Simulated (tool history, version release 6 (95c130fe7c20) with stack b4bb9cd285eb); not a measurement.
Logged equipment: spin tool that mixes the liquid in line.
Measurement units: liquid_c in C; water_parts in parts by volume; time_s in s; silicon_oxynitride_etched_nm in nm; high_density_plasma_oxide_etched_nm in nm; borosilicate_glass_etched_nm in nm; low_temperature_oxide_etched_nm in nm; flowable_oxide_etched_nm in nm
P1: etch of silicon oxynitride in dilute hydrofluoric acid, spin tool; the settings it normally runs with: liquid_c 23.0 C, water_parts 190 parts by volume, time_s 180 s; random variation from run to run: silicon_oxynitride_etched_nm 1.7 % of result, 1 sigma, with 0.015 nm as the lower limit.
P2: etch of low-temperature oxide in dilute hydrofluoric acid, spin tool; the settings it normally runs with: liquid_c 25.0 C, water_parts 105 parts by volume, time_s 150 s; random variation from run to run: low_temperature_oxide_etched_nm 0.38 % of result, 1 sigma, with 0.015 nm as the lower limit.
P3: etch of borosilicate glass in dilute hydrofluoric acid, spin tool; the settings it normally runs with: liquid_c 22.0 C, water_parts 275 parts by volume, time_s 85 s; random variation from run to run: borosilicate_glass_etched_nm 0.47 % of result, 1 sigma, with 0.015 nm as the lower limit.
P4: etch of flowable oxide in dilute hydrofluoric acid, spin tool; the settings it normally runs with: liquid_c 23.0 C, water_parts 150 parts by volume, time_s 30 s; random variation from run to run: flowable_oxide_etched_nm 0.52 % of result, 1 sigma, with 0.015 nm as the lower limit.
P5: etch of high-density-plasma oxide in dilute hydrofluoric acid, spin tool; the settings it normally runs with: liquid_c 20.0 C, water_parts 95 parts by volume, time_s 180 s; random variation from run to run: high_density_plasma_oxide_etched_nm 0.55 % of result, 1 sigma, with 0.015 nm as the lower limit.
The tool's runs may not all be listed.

run,hour,process,liquid_c,water_parts,time_s,hours since the thermometer was replaced,hours since the hydrofluoric acid flow meter was replaced,silicon_oxynitride_etched_nm,high_density_plasma_oxide_etched_nm,borosilicate_glass_etched_nm,low_temperature_oxide_etched_nm,flowable_oxide_etched_nm
1,6.8,P1,23.0,190,180,1238.2,644.3,1.47410,,,,
2,15.4,P5,20.0,25,180,1246.8,652.9,,33.7630,,,
3,22.4,P5,20.0,95,265,1253.8,659.9,,11.9890,,,
4,27.2,P1,23.0,190,75,1258.6,664.7,0.61803,,,,
5,33.1,P1,23.0,325,180,1264.5,670.6,0.82559,,,,
6,39.0,P1,23.0,95,60,1270.4,676.5,1.07060,,,,
7,47.1,P5,27.0,95,180,1278.5,684.6,,10.8610,,,
8,54.8,P1,23.0,190,180,1286.2,692.3,1.51970,,,,
9,61.6,P3,22.0,160,85,1293.0,699.1,,,11.8910,,
10,68.0,P1,23.0,190,180,1299.4,705.5,1.54480,,,,
11,77.9,P2,20.5,105,150,1309.3,715.4,,,,17.140,
12,84.1,P2,25.0,105,280,1315.5,721.6,,,,38.294,
13,93.1,P1,17.5,190,180,1324.5,730.6,1.17980,,,,
14,101.1,P2,25.0,105,150,1332.5,738.6,,,,20.507,
15,105.7,P5,20.0,95,180,1337.1,743.2,,8.1268,,,
16,114.6,P4,23.0,150,30,1346.0,752.1,,,,,5.8075
17,120.5,P4,23.0,150,55,1351.9,758.0,,,,,10.6170
18,127.2,P1,23.0,95,180,1358.6,764.7,3.33640,,,,
19,136.3,P3,22.0,275,85,1367.7,773.8,,,6.1962,,
20,142.1,P4,30.5,150,30,1373.5,779.6,,,,,7.6709
21,150.2,P2,25.0,20,150,1381.6,787.7,,,,121.320,
22,157.7,P1,30.5,190,180,1389.1,795.2,2.08560,,,,
23,166.9,P2,25.0,105,150,1398.3,804.4,,,,20.607,
24,174.3,P1,23.0,190,330,1405.7,811.8,2.86500,,,,
25,179.2,P1,23.0,190,180,1410.6,816.7,1.54710,,,,
26,186.2,P3,27.0,275,85,1417.6,823.7,,,7.3351,,
27,195.2,P3,22.0,275,160,1426.6,832.7,,,11.6110,,
28,200.7,P1,23.0,115,15,1432.1,838.2,0.20400,,,,
29,209.4,P4,23.0,50,30,1440.8,846.9,,,,,19.7560
30,215.6,P1,23.0,190,180,1447.0,853.1,1.51620,,,,
31,220.3,P4,23.0,150,30,1451.7,857.8,,,,,5.7531
32,228.4,P1,23.0,190,180,1459.8,865.9,1.50780,,,,
33,232.7,P1,23.0,190,180,1464.1,870.2,1.55580,,,,
34,239.0,P1,23.0,190,180,1470.4,876.5,1.60650,,,,
35,248.7,P1,23.0,190,180,1480.1,886.2,1.62640,,,,
36,257.4,P1,23.0,190,180,1488.8,894.9,1.63500,,,,
37,263.6,P1,23.0,190,180,1495.0,901.1,1.67830,,,,
38,268.6,P1,23.0,190,180,1500.0,906.1,1.68510,,,,
39,274.1,P1,23.0,190,180,1505.5,911.6,1.70920,,,,
40,282.6,P1,23.0,190,180,1514.0,920.1,1.69500,,,,
41,290.0,P1,23.0,190,180,1521.4,927.5,1.65220,,,,

Compared with where it was, what P1 gives has crept away. Each cause listed below fits the log as well as the rest, at the size given for it:
A: liquid hotter than its thermometer reads (K) = 2.21
B: hydrofluoric acid flow above the setpoint (%) = 9.1
Creep in the process output first set in at about hour 228.4.

4 check runs are offered, one wafer each, their results left as question marks. Which one tells the causes apart?
check 1,297.4,P2,25.0,30,150,,,,,,?,
check 2,297.4,P3,26.5,275,160,,,,,?,,
check 3,297.4,P4,23.0,80,30,,,,,,,?
check 4,297.4,P5,20.0,40,180,,,,?,,,

How each check would come out, cause by cause:
check,result,if A,if B
check 1,low_temperature_oxide_etched_nm,87.124,87.075
check 2,borosilicate_glass_etched_nm,14.6580,15.2090
check 3,flowable_oxide_etched_nm,12.9410,13.0270
check 4,high_density_plasma_oxide_etched_nm,22.8130,22.7560
How far apart the two closest causes lie, in the result that separates them most: check 1 0.06 %; check 2 3.69 %; check 3 0.66 %; check 4 0.25 %
The other checks would show nearly matching results whichever cause is true, so check 2 is the only one that separates the causes.

Check 2 was then run and gave: borosilicate_glass_etched_nm 14.7730 nm. Which cause is it?

The correct cause is A, namely: liquid hotter than its thermometer reads (K).
